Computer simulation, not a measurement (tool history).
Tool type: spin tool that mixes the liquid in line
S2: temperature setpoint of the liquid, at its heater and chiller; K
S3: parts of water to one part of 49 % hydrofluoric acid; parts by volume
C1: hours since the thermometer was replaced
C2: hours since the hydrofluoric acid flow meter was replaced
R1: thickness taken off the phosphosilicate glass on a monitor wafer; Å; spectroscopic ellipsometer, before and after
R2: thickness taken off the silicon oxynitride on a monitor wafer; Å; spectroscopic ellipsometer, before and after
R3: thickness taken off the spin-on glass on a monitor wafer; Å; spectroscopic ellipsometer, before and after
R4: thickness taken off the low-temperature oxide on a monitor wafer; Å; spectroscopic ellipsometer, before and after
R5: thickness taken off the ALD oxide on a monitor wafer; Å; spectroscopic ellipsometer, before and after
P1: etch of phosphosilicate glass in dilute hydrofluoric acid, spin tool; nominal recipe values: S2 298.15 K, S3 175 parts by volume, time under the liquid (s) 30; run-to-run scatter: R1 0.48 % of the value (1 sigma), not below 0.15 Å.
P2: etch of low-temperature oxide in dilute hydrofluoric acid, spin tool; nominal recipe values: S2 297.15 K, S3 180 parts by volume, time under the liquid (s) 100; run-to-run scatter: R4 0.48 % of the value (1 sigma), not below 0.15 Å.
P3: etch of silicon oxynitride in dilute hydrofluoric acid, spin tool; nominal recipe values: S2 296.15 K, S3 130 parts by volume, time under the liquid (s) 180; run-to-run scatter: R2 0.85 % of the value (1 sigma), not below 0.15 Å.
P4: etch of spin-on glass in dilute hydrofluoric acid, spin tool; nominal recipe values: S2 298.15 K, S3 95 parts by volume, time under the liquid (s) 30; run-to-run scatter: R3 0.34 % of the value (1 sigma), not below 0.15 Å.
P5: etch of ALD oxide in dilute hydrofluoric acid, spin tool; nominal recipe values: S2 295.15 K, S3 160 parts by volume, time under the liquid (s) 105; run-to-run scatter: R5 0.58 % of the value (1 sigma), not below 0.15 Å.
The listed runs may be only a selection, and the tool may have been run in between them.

Run 1, hour 10.6: process that ran P1, S2 298.15 K, S3 175 parts by volume, time under the liquid (s) 30; C1 698.8; C2 142.9. Result: R1 198.24 Å.
Run 2, hour 23.7: process that ran P1, S2 293.65 K, S3 175 parts by volume, time under the liquid (s) 30; C1 711.9; C2 156. Result: R1 165.35 Å.
Run 3, hour 33.4: process that ran P3, S2 296.15 K, S3 130 parts by volume, time under the liquid (s) 180; C1 721.6; C2 165.7. Result: R2 25.508 Å.
Run 4, hour 43: process that ran P1, S2 303.15 K, S3 175 parts by volume, time under the liquid (s) 30; C1 731.2; C2 175.3. Result: R1 236.33 Å.
Run 5, hour 52: process that ran P1, S2 298.15 K, S3 175 parts by volume, time under the liquid (s) 15; C1 740.2; C2 184.3. Result: R1 99.337 Å.
Run 6, hour 68.5: process that ran P3, S2 296.15 K, S3 60 parts by volume, time under the liquid (s) 180; C1 756.7; C2 200.8. Result: R2 57.503 Å.
Run 7, hour 80.3: process that ran P4, S2 298.15 K, S3 95 parts by volume, time under the liquid (s) 30; C1 768.5; C2 212.6. Result: R3 139.05 Å.
Run 8, hour 89: process that ran P1, S2 298.15 K, S3 175 parts by volume, time under the liquid (s) 30; C1 777.2; C2 221.3. Result: R1 197.79 Å.
Run 9, hour 100.4: process that ran P1, S2 298.15 K, S3 175 parts by volume, time under the liquid (s) 30; C1 788.6; C2 232.7. Result: R1 196.61 Å.
Run 10, hour 115.1: process that ran P1, S2 302.15 K, S3 175 parts by volume, time under the liquid (s) 45; C1 803.3; C2 247.4. Result: R1 344.67 Å.
Run 11, hour 123.7: process that ran P2, S2 297.15 K, S3 60 parts by volume, time under the liquid (s) 100; C1 811.9; C2 256. Result: R4 186.54 Å.
Run 12, hour 133.9: process that ran P3, S2 296.15 K, S3 130 parts by volume, time under the liquid (s) 180; C1 822.1; C2 266.2. Result: R2 25.445 Å.
Run 13, hour 150.5: process that ran P4, S2 298.15 K, S3 180 parts by volume, time under the liquid (s) 30; C1 838.7; C2 282.8. Result: R3 66.788 Å.
Run 14, hour 162.4: process that ran P1, S2 298.15 K, S3 175 parts by volume, time under the liquid (s) 55; C1 850.6; C2 294.7. Result: R1 363.22 Å.
Run 15, hour 171.5: process that ran P4, S2 298.15 K, S3 95 parts by volume, time under the liquid (s) 55; C1 859.7; C2 303.8. Result: R3 255.66 Å.
Run 16, hour 180.1: process that ran P2, S2 297.15 K, S3 180 parts by volume, time under the liquid (s) 175; C1 868.3; C2 312.4. Result: R4 94.971 Å.
Run 17, hour 192.5: process that ran P1, S2 298.15 K, S3 175 parts by volume, time under the liquid (s) 30; C1 880.7; C2 324.8. Result: R1 199.93 Å.
Run 18, hour 202.1: process that ran P2, S2 290.15 K, S3 180 parts by volume, time under the liquid (s) 100; C1 890.3; C2 334.4. Result: R4 40.945 Å.
Run 19, hour 214.3: process that ran P4, S2 298.15 K, S3 95 parts by volume, time under the liquid (s) 30; C1 902.5; C2 346.6. Result: R3 138.74 Å.
Run 20, hour 228.4: process that ran P1, S2 298.15 K, S3 175 parts by volume, time under the liquid (s) 30; C1 916.6; C2 360.7. Result: R1 195.75 Å.
Run 21, hour 244.5: process that ran P5, S2 295.15 K, S3 160 parts by volume, time under the liquid (s) 105; C1 932.7; C2 376.8. Result: R5 152.68 Å.
Run 22, hour 261.5: process that ran P5, S2 301.65 K, S3 160 parts by volume, time under the liquid (s) 105; C1 949.7; C2 393.8. Result: R5 193.15 Å.
Run 23, hour 274.8: process that ran P4, S2 291.15 K, S3 95 parts by volume, time under the liquid (s) 30; C1 963; C2 407.1. Result: R3 104.97 Å.
Run 24, hour 284.9: process that ran P2, S2 297.15 K, S3 180 parts by volume, time under the liquid (s) 100; C1 973.1; C2 417.2. Result: R4 53.889 Å.
Run 25, hour 293: process that ran P5, S2 295.15 K, S3 160 parts by volume, time under the liquid (s) 180; C1 981.2; C2 425.3. Result: R5 261.88 Å.
Run 26, hour 310.6: process that ran P1, S2 298.15 K, S3 65 parts by volume, time under the liquid (s) 30; C1 998.8; C2 442.9. Result: R1 607.23 Å.
Run 27, hour 328.4: process that ran P5, S2 295.15 K, S3 90 parts by volume, time under the liquid (s) 105; C1 1016.6; C2 460.7. Result: R5 295.04 Å.
Run 28, hour 337.8: process that ran P3, S2 296.15 K, S3 130 parts by volume, time under the liquid (s) 70; C1 1026; C2 470.1. Result: R2 9.7828 Å.

Estimate the outcome of run 29 from the log above:
Run 29, hour 351.5: process that ran P1, S2 298.15 K, S3 310 parts by volume, time under the liquid (s) 30; C1 1039.7; C2 483.8. Result: R1 ?.

Run 29 came out at R1 96.364 Å.

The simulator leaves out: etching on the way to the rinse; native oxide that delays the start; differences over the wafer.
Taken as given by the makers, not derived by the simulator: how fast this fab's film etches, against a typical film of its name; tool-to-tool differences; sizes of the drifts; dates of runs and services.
